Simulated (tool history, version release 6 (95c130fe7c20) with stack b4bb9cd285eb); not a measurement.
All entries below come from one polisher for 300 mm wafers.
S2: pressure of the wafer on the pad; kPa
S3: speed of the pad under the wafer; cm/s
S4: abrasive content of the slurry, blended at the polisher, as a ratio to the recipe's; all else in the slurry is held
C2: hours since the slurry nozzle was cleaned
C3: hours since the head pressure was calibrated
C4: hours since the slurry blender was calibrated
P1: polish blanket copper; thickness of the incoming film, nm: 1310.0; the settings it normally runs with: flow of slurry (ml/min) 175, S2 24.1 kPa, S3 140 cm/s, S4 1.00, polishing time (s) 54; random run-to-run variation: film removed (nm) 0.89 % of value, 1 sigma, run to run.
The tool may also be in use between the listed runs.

{"run": 1, "day": 0.283, "flow of slurry (ml/min)": 175, "S2": 24.1, "S3": 140, "S4": 1.0, "polishing time (s)": 54, "wafers polished on this pad": 315, "C2": 354.6, "C3": 712.7, "C4": 129.2, "film removed (nm)": 261.51}
{"run": 2, "day": 0.483, "flow of slurry (ml/min)": 115, "S2": 24.1, "S3": 106, "S4": 1.0, "polishing time (s)": 54, "wafers polished on this pad": 373, "C2": 359.4, "C3": 717.5, "C4": 134.0, "film removed (nm)": 186.49}
{"run": 3, "day": 0.812, "flow of slurry (ml/min)": 175, "S2": 24.1, "S3": 140, "S4": 1.0, "polishing time (s)": 37, "wafers polished on this pad": 468, "C2": 367.3, "C3": 725.4, "C4": 141.9, "film removed (nm)": 177.72}
{"run": 4, "day": 1.1, "flow of slurry (ml/min)": 175, "S2": 24.1, "S3": 140, "S4": 1.0, "polishing time (s)": 54, "wafers polished on this pad": 551, "C2": 374.2, "C3": 732.3, "C4": 148.8, "film removed (nm)": 264.24}
{"run": 5, "day": 1.338, "flow of slurry (ml/min)": 175, "S2": 24.1, "S3": 140, "S4": 1.45, "polishing time (s)": 73, "wafers polished on this pad": 620, "C2": 379.9, "C3": 738.0, "C4": 154.5, "film removed (nm)": 383.43}
{"run": 6, "day": 1.617, "flow of slurry (ml/min)": 240, "S2": 24.1, "S3": 140, "S4": 1.0, "polishing time (s)": 54, "wafers polished on this pad": 701, "C2": 386.6, "C3": 744.7, "C4": 161.2, "film removed (nm)": 274.21}
{"run": 7, "day": 1.917, "flow of slurry (ml/min)": 175, "S2": 24.1, "S3": 140, "S4": 0.5, "polishing time (s)": 54, "wafers polished on this pad": 788, "C2": 393.8, "C3": 751.9, "C4": 168.4, "film removed (nm)": 229.1}
{"run": 8, "day": 2.129, "flow of slurry (ml/min)": 120, "S2": 18.6, "S3": 140, "S4": 1.0, "polishing time (s)": 54, "wafers polished on this pad": 849, "C2": 398.9, "C3": 757.0, "C4": 173.5, "film removed (nm)": 188.2}
{"run": 9, "day": 2.3, "flow of slurry (ml/min)": 175, "S2": 24.1, "S3": 140, "S4": 1.0, "polishing time (s)": 82, "wafers polished on this pad": 899, "C2": 403.0, "C3": 761.1, "C4": 177.6, "film removed (nm)": 402.17}
{"run": 10, "day": 2.467, "flow of slurry (ml/min)": 175, "S2": 37.9, "S3": 140, "S4": 1.0, "polishing time (s)": 54, "wafers polished on this pad": 947, "C2": 407.0, "C3": 765.1, "C4": 181.6, "film removed (nm)": 415.03}
{"run": 11, "day": 2.721, "flow of slurry (ml/min)": 175, "S2": 24.1, "S3": 140, "S4": 1.0, "polishing time (s)": 54, "wafers polished on this pad": 1021, "C2": 413.1, "C3": 771.2, "C4": 187.7, "film removed (nm)": 264.57}
{"run": 12, "day": 2.888, "flow of slurry (ml/min)": 175, "S2": 24.1, "S3": 74, "S4": 1.0, "polishing time (s)": 54, "wafers polished on this pad": 1069, "C2": 417.1, "C3": 775.2, "C4": 191.7, "film removed (nm)": 137.68}
{"run": 13, "day": 3.221, "flow of slurry (ml/min)": 175, "S2": 24.1, "S3": 140, "S4": 1.0, "polishing time (s)": 54, "wafers polished on this pad": 1166, "C2": 425.1, "C3": 783.2, "C4": 199.7, "film removed (nm)": 261.99}
{"run": 14, "day": 3.425, "flow of slurry (ml/min)": 105, "S2": 24.1, "S3": 140, "S4": 1.0, "polishing time (s)": 54, "wafers polished on this pad": 1225, "C2": 430.0, "C3": 788.1, "C4": 204.6, "film removed (nm)": 235.67}
{"run": 15, "day": 3.625, "flow of slurry (ml/min)": 175, "S2": 24.1, "S3": 140, "S4": 1.4, "polishing time (s)": 54, "wafers polished on this pad": 1283, "C2": 434.8, "C3": 792.9, "C4": 209.4, "film removed (nm)": 278.94}
{"run": 16, "day": 3.817, "flow of slurry (ml/min)": 175, "S2": 24.1, "S3": 212, "S4": 1.0, "polishing time (s)": 54, "wafers polished on this pad": 1338, "C2": 439.4, "C3": 797.5, "C4": 214.0, "film removed (nm)": 397.95}
{"run": 17, "day": 4.021, "flow of slurry (ml/min)": 175, "S2": 11.0, "S3": 140, "S4": 1.0, "polishing time (s)": 54, "wafers polished on this pad": 1397, "C2": 444.3, "C3": 802.4, "C4": 218.9, "film removed (nm)": 121.13}
{"day": 4.304, "done": "head pressure recalibrated"}
{"run": 18, "day": 4.338, "flow of slurry (ml/min)": 175, "S2": 24.1, "S3": 140, "S4": 1.0, "polishing time (s)": 54, "wafers polished on this pad": 1489, "C2": 451.9, "C3": 0.8, "C4": 226.5, "film removed (nm)": 259.39}

Expected results for the next run?
{"run": 19, "day": 4.617, "flow of slurry (ml/min)": 175, "S2": 24.1, "S3": 140, "S4": 1.0, "polishing time (s)": 54, "wafers polished on this pad": 1570, "C2": 458.6, "C3": 7.5, "C4": 233.2, "film removed (nm)": "?"}

film removed (nm): 259.28

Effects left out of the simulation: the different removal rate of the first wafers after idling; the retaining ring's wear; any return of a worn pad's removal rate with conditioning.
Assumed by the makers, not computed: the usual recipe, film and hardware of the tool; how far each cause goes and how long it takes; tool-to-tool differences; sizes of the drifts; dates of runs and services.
